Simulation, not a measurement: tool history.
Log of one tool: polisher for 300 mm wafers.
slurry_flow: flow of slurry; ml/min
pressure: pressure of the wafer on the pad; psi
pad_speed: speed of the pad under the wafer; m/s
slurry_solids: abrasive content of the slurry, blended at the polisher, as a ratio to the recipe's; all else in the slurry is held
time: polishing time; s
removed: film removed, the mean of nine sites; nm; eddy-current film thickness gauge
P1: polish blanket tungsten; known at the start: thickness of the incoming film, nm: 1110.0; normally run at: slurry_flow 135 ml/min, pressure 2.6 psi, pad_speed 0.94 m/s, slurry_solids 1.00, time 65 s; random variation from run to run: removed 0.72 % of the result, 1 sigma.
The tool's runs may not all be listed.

| run | hour | slurry_flow | pressure | pad_speed | slurry_solids | time | wafers polished on this pad | hours since the slurry nozzle was cleaned | hours since the head pressure was calibrated | hours since the slurry blender was calibrated | hours since the slurry got fresh peroxide | removed |
|---|---|---|---|---|---|---|---|---|---|---|---|---|
| 1 | 8.7 | 135 | 2.6 | 0.94 | 1.00 | 65 | 329 | 532.5 | 744.7 | 82.8 | 62.7 | 244.10 |
| 2 | 19.0 | 105 | 2.6 | 0.94 | 1.00 | 93 | 466 | 542.8 | 755.0 | 93.1 | 73.0 | 326.69 |
| 3 | 26.7 | 135 | 1.5 | 0.94 | 1.00 | 65 | 568 | 550.5 | 762.7 | 100.8 | 80.7 | 142.20 |
| 4 | 37.2 | 135 | 2.6 | 1.18 | 1.00 | 65 | 708 | 561.0 | 773.2 | 111.3 | 91.2 | 307.76 |
| 5 | 45.2 | 135 | 2.6 | 0.94 | 1.00 | 65 | 814 | 569.0 | 781.2 | 119.3 | 99.2 | 244.32 |
| 6 | 55.1 | 135 | 2.6 | 0.94 | 1.00 | 101 | 945 | 578.9 | 791.1 | 129.2 | 109.1 | 384.67 |
|  | 60.1 | slurry blender recalibrated |
| 7 | 67.0 | 135 | 2.6 | 0.94 | 1.00 | 65 | 1103 | 590.8 | 803.0 | 6.9 | 121.0 | 245.88 |
|  | 67.9 | head pressure recalibrated |
| 8 | 74.4 | 105 | 2.6 | 0.72 | 1.00 | 65 | 1201 | 598.2 | 6.5 | 14.3 | 128.4 | 178.22 |
| 9 | 87.4 | 135 | 2.6 | 0.94 | 1.00 | 65 | 1374 | 611.2 | 19.5 | 27.3 | 141.4 | 244.40 |
| 10 | 97.3 | 135 | 3.8 | 0.94 | 1.00 | 65 | 1505 | 621.1 | 29.4 | 37.2 | 151.3 | 363.61 |
|  | 98.9 | slurry nozzle cleaned |
| 11 | 106.2 | 135 | 2.6 | 0.94 | 1.00 | 43 | 1623 | 7.3 | 38.3 | 46.1 | 160.2 | 163.70 |
| 12 | 115.3 | 80 | 2.6 | 0.94 | 1.00 | 65 | 1744 | 16.4 | 47.4 | 55.2 | 169.3 | 214.45 |
| 13 | 121.9 | 135 | 2.6 | 0.94 | 1.00 | 65 | 1832 | 23.0 | 54.0 | 61.8 | 175.9 | 244.60 |
| 14 | 131.5 | 135 | 2.6 | 0.94 | 0.75 | 65 | 1959 | 32.6 | 63.6 | 71.4 | 185.5 | 229.83 |
| 15 | 138.0 | 135 | 2.6 | 0.94 | 1.00 | 65 | 2045 | 39.1 | 70.1 | 77.9 | 192.0 | 244.75 |
| 16 | 149.2 | 135 | 2.6 | 0.42 | 1.00 | 65 | 2194 | 50.3 | 81.3 | 89.1 | 203.2 | 110.84 |
| 17 | 158.6 | 185 | 2.6 | 0.94 | 1.00 | 65 | 2319 | 59.7 | 90.7 | 98.5 | 212.6 | 257.71 |
| 18 | 165.5 | 135 | 2.6 | 0.94 | 1.35 | 65 | 2410 | 66.6 | 97.6 | 105.4 | 219.5 | 262.68 |
| 19 | 175.4 | 135 | 2.6 | 0.94 | 1.00 | 65 | 2541 | 76.5 | 107.5 | 115.3 | 229.4 | 244.99 |
| 20 | 184.9 | 135 | 2.6 | 0.94 | 1.00 | 65 | 2668 | 86.0 | 117.0 | 124.8 | 238.9 | 239.69 |
| 21 | 191.5 | 135 | 2.6 | 0.94 | 1.00 | 65 | 2755 | 92.6 | 123.6 | 131.4 | 245.5 | 237.01 |
| 22 | 200.1 | 135 | 2.6 | 0.94 | 1.00 | 65 | 2869 | 101.2 | 132.2 | 140.0 | 254.1 | 230.81 |
| 23 | 211.6 | 135 | 2.6 | 0.94 | 1.00 | 65 | 3022 | 112.7 | 143.7 | 151.5 | 265.6 | 229.39 |
|  | 213.1 | slurry blender recalibrated |
|  | 217.2 | head pressure recalibrated |
| 24 | 223.0 | 135 | 2.6 | 0.94 | 1.00 | 65 | 3173 | 124.1 | 5.8 | 9.9 | 277.0 | 225.17 |
|  | 231.1 | slurry tank refilled with fresh slurry and peroxide |
| 25 | 235.6 | 135 | 2.6 | 0.94 | 1.00 | 65 | 3340 | 136.7 | 18.4 | 22.5 | 4.6 | 223.89 |
| 26 | 247.6 | 135 | 2.6 | 0.94 | 1.00 | 65 | 3500 | 148.7 | 30.4 | 34.5 | 16.6 | 225.53 |
| 27 | 257.6 | 135 | 2.6 | 0.94 | 1.00 | 65 | 3632 | 158.7 | 40.4 | 44.5 | 26.6 | 224.59 |
| 28 | 263.6 | 135 | 2.6 | 0.94 | 1.00 | 65 | 3712 | 164.7 | 46.4 | 50.5 | 32.6 | 224.19 |
| 29 | 276.0 | 135 | 2.6 | 0.94 | 1.00 | 65 | 3876 | 177.1 | 58.8 | 62.9 | 45.0 | 223.54 |

What P1 gives has crept away from where it was. These 2 causes fit the log equally well, each at the size given:
A: removal rate lost through wear of the pad, % = 9.24
B: slurry flow missing at the pad, % = 34.2
The creep began at about hour 175.4.
Why every other cause is out:
head's pressure below its setpoint, %: serviced at hour 217.2, which brought nothing back
abrasive missing from the slurry, %: serviced at hour 213.1, which brought nothing back
peroxide lost from the slurry, %: serviced at hour 231.1, which brought nothing back

4 check runs are offered, one wafer each, their results left as question marks. Which one tells the causes apart?
| check 1 | 288.4 | 135 | 3.7 | 0.94 | 1.00 | 93 |  |  |  |  |  | ? |
| check 2 | 288.4 | 80 | 2.6 | 0.46 | 1.00 | 65 |  |  |  |  |  | ? |
| check 3 | 288.4 | 135 | 3.4 | 0.94 | 1.00 | 65 |  |  |  |  |  | ? |
| check 4 | 288.4 | 135 | 2.6 | 0.94 | 1.00 | 46 |  |  |  |  |  | ? |

What each check would give under each cause:
| check | result | if A | if B |
|---|---|---|---|
| check 1 | removed | 454.080 | 454.170 |
| check 2 | removed | 96.114 | 91.034 |
| check 3 | removed | 291.640 | 291.690 |
| check 4 | removed | 157.830 | 157.860 |
How far apart the two closest causes lie, in the result that separates them most: check 1 0.02 %; check 2 5.43 %; check 3 0.02 %; check 4 0.02 %
Only check 2 tells the causes apart: in the others they would give nearly the same result.

Then check 2 was run and gave: removed 96.969 nm. Which cause is it?

It is A: removal rate lost through wear of the pad, %.

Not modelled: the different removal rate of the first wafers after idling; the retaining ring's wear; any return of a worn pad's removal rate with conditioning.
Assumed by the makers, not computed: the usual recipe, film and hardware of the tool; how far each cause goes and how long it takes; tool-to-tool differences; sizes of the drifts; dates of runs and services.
